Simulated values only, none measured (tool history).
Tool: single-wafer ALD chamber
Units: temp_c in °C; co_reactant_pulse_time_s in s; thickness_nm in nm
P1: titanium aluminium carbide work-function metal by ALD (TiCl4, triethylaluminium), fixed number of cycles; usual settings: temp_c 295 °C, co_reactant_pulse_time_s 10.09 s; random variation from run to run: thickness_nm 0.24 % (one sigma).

run,day,temp_c,co_reactant_pulse_time_s,hours since the last thermocouple change,hours since the last triethylaluminium bottle change,thickness_nm
1,0.454,295,10.09,602.6,1147.3,2.0023
2,0.817,295,4.16,611.3,1156.0,1.5752
3,1.246,295,10.09,621.6,1166.3,1.9996
4,1.958,317,5.22,638.7,1183.4,1.8944
5,2.596,295,14.67,654.0,1198.7,2.0519
6,3.233,295,10.09,669.3,1214.0,2.0069
7,3.917,295,10.09,685.7,1230.4,1.9998
8,4.388,278,10.09,697.0,1241.7,1.8511
9,4.771,316,10.09,706.2,1250.9,2.1890
10,5.217,295,10.09,716.9,1261.6,2.0085
11,5.842,295,10.09,731.9,1276.6,2.0050
12,6.208,295,10.09,740.7,1285.4,1.9869
13,6.721,295,10.09,753.0,1297.7,1.9609
14,7.471,295,10.09,771.0,1315.7,1.9698
15,8.204,295,10.09,788.6,1333.3,1.9618

The next listed run, before its measurement:
16,8.571,295,10.09,797.4,1342.1,?

thickness_nm: 1.9575 nm
